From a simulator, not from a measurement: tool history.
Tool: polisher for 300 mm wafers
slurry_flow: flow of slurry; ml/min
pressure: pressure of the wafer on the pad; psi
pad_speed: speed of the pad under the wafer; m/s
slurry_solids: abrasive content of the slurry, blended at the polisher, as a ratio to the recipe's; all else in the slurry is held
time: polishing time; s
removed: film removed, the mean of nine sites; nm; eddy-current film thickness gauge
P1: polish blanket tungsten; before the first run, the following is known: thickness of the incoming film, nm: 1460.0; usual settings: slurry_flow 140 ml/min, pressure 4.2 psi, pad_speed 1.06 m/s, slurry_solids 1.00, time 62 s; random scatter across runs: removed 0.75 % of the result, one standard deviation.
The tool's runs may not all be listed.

run	hour	slurry_flow	pressure	pad_speed	slurry_solids	time	wafers polished on this pad	hours since the slurry nozzle was cleaned	hours since the head pressure was calibrated	hours since the slurry blender was calibrated	hours since the slurry got fresh peroxide	removed
1	9.2	140	4.2	1.06	1.00	62	786	205.8	156.7	105.0	141.4	289.75
2	25.3	200	4.2	1.06	1.00	62	1003	221.9	172.8	121.1	157.5	308.15
3	34.0	140	4.2	1.44	1.00	62	1121	230.6	181.5	129.8	166.2	393.64
4	48.2	220	4.2	1.06	1.45	62	1312	244.8	195.7	144.0	180.4	338.03
# hour 49.0: slurry nozzle cleaned
5	56.3	140	4.2	1.06	1.00	62	1421	7.3	203.8	152.1	188.5	290.52
6	65.5	95	4.2	1.06	1.00	62	1545	16.5	213.0	161.3	197.7	267.89
# hour 68.7: slurry tank refilled with fresh slurry and peroxide
7	75.9	140	4.2	1.06	1.00	28	1686	26.9	223.4	171.7	7.2	130.58
8	92.7	140	4.2	1.06	1.00	62	1912	43.7	240.2	188.5	24.0	292.71
9	106.8	140	4.2	1.06	0.60	62	2102	57.8	254.3	202.6	38.1	252.71
10	119.7	140	4.2	1.06	1.00	96	2276	70.7	267.2	215.5	51.0	446.01
11	128.7	140	4.2	1.06	1.25	62	2397	79.7	276.2	224.5	60.0	303.01
12	143.2	140	4.2	1.06	1.00	62	2593	94.2	290.7	239.0	74.5	287.98
13	152.7	140	4.2	0.48	1.00	62	2721	103.7	300.2	248.5	84.0	130.76
14	168.4	140	1.9	1.06	1.00	62	2933	119.4	315.9	264.2	99.7	131.69
15	181.3	140	4.2	1.06	1.00	62	3107	132.3	328.8	277.1	112.6	289.79
16	189.5	140	4.2	1.06	1.00	62	3217	140.5	337.0	285.3	120.8	287.18
17	201.3	140	6.5	1.06	1.00	62	3376	152.3	348.8	297.1	132.6	442.90
18	209.8	140	4.2	0.64	1.00	97	3491	160.8	357.3	305.6	141.1	273.99
19	224.9	140	4.2	1.06	1.00	62	3695	175.9	372.4	320.7	156.2	289.79
20	233.9	140	4.2	1.06	1.00	62	3816	184.9	381.4	329.7	165.2	279.22
21	249.0	140	4.2	1.06	1.00	62	4019	200.0	396.5	344.8	180.3	265.82
22	257.6	140	4.2	1.06	1.00	62	4135	208.6	405.1	353.4	188.9	262.65
23	267.2	140	4.2	1.06	1.00	62	4265	218.2	414.7	363.0	198.5	260.82
# hour 275.9: worn pad replaced by a new one
# hour 277.7: head pressure recalibrated
# hour 278.3: slurry blender recalibrated
24	278.3	140	4.2	1.06	1.00	62	33	229.3	0.7	0.0	209.6	260.94
25	294.8	140	4.2	1.06	1.00	62	256	245.8	17.2	16.5	226.1	260.11
26	302.1	140	4.2	1.06	1.00	62	354	253.1	24.5	23.8	233.4	258.98

P1 no longer gives what it gave before; its output has crept away from where it was. The following 2 causes, each at its listed size, fit the log equally well:
A: peroxide lost from the slurry, % = 24.3
B: slurry flow missing at the pad, % = 38.1
The creep began at about hour 224.9.
Each remaining cause and why it is not a fit:
removal rate lost through wear of the pad, %: work on it at hour 275.9, done after the drift set in, did not restore what the process gave before
head's pressure below its setpoint, %: work on it at hour 277.7, done after the drift set in, did not restore what the process gave before
abrasive missing from the slurry, %: work on it at hour 278.3, done after the drift set in, did not restore what the process gave before

Each of the check runs listed below is run on 5 wafers and reports their average, with the results left as question marks. Pick the one under which the possible causes would lead to clearly different results.
check 1	309.4	140	2.0	0.48	1.00	62						?
check 2	309.4	140	3.2	1.36	1.00	62						?
check 3	309.4	140	4.2	1.06	0.60	62						?
check 4	309.4	195	4.2	1.06	1.00	32						?

Predicted outcomes, by check and by cause:
check	result	if A	if B
check 1	removed	55.828	55.822
check 2	removed	253.090	253.060
check 3	removed	230.140	230.110
check 4	removed	140.770	144.820
Gap, in per cent, between the two causes that each check separates least, read from the result that separates them most: check 1 0.01 %; check 2 0.01 %; check 3 0.01 %; check 4 2.83 %
The causes can be told apart only by check 4. The other checks would give nearly the same results under each of them.

Check 4 was carried out, with these results: removed 139.920 nm. Which of the listed causes is responsible?

The cause is A: peroxide lost from the slurry, %.
